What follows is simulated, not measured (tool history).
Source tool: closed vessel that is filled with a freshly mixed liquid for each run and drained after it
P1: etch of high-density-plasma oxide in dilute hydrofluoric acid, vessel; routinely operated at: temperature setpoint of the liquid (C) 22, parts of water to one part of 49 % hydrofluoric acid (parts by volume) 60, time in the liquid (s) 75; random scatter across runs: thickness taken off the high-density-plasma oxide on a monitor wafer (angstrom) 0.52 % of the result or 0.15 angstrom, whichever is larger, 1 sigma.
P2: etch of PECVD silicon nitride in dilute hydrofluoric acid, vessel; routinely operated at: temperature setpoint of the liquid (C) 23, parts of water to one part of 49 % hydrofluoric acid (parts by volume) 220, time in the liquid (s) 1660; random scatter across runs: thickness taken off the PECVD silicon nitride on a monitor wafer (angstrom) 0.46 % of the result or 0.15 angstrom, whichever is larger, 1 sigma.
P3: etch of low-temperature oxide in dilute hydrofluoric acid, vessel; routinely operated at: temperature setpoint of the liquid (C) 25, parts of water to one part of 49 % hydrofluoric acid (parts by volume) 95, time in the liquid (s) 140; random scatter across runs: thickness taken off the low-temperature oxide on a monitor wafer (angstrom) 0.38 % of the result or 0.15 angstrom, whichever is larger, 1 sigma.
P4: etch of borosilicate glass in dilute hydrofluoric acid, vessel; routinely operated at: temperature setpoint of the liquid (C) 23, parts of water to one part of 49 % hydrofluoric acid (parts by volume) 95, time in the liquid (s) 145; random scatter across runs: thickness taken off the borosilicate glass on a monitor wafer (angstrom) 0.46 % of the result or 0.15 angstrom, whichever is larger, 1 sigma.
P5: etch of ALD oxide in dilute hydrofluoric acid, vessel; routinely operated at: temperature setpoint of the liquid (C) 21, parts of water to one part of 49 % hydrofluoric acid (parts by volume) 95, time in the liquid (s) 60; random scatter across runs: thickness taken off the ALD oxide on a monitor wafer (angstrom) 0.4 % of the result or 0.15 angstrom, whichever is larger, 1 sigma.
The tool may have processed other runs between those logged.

run    day  process that ran  temperature setpoint of the liquid (C)  parts of water to one part of 49 % hydrofluoric acid (parts by volume)  time in the liquid (s)  hours since the thermometer was replaced  hours since the hydrofluoric acid flow meter was replaced  thickness taken off the high-density-plasma oxide on a monitor wafer (angstrom)  thickness taken off the borosilicate glass on a monitor wafer (angstrom)  thickness taken off the low-temperature oxide on a monitor wafer (angstrom)  thickness taken off the PECVD silicon nitride on a monitor wafer (angstrom)  thickness taken off the ALD oxide on a monitor wafer (angstrom)
  1  0.129                P1                                      22                                                                      60                      75                                     352.1                                                     1162.2                                                                           62.801
  2  0.358                P1                                      22                                                                      60                      75                                     357.6                                                     1167.7                                                                           62.712
  3  0.521                P1                                      17                                                                      60                      75                                     361.5                                                     1171.6                                                                           50.598
  4  0.729                P1                                      22                                                                      20                      75                                     366.5                                                     1176.6                                                                            197.3
  5  0.838                P1                                      22                                                                      60                      75                                     369.1                                                     1179.2                                                                           62.963
  6  0.992                P4                                      31                                                                      95                     145                                     372.8                                                     1182.9                                                                                                                                                     736.49
  7  1.183                P4                                      23                                                                      95                     145                                     377.4                                                     1187.5                                                                                                                                                      542.3
  8  1.417                P3                                      25                                                                      95                     140                                       383                                                     1193.1                                                                                                                                                                                                                                  239.52
  9    1.6                P2                                      17                                                                     220                    1660                                     387.4                                                     1197.5                                                                                                                                                                                                                                                                                                               133.98
 10  1.717                P1                                      22                                                                      60                      75                                     390.2                                                     1200.3                                                                           62.749
 11  1.925                P3                                      25                                                                     155                     140                                     395.2                                                     1205.3                                                                                                                                                                                                                                  137.11
 12  2.029                P4                                      23                                                                      20                     145                                     397.7                                                     1207.8                                                                                                                                                     2822.6
 13  2.262                P4                                      23                                                                      95                     260                                     403.3                                                     1213.4                                                                                                                                                     971.26
 14  2.446                P5                                      21                                                                     135                      60                                     407.7                                                     1217.8                                                                                                                                                                                                                                                                                                                                                                                79.937
 15    2.6                P5                                      21                                                                      95                      60                                     411.4                                                     1221.5                                                                                                                                                                                                                                                                                                                                                                                 119.6
 16  2.712                P1                                      28                                                                      60                      75                                     414.1                                                     1224.2                                                                           80.058
 17  2.946                P1                                      22                                                                      60                      35                                     419.7                                                     1229.8                                                                           29.139
 18  3.117                P3                                      25                                                                      95                     140                                     423.8                                                     1233.9                                                                                                                                                                                                                                  240.92
 19  3.308                P3                                      25                                                                      95                      60                                     428.4                                                     1238.5                                                                                                                                                                                                                                  103.55
 20  3.458                P2                                      23                                                                     395                    1660                                       432                                                     1242.1                                                                                                                                                                                                                                                                                                               111.36
 21  3.629                P1                                    18.5                                                                      60                     110                                     436.1                                                     1246.2                                                                           79.643
 22  3.762                P2                                      23                                                                     220                    1660                                     439.3                                                     1249.4                                                                                                                                                                                                                                                                                                               198.39
 23  3.888                P1                                      26                                                                      60                     130                                     442.3                                                     1252.4                                                                           127.77
 24  4.046                P5                                      17                                                                      95                      60                                     446.1                                                     1256.2                                                                                                                                                                                                                                                                                                                                                                                100.98

Expected results for the next run?
 25  4.242                P1                                      22                                                                      40                     130                                     450.8                                                     1260.9                                                                                ?

Run 25 gave thickness taken off the high-density-plasma oxide on a monitor wafer (angstrom) 166.63.

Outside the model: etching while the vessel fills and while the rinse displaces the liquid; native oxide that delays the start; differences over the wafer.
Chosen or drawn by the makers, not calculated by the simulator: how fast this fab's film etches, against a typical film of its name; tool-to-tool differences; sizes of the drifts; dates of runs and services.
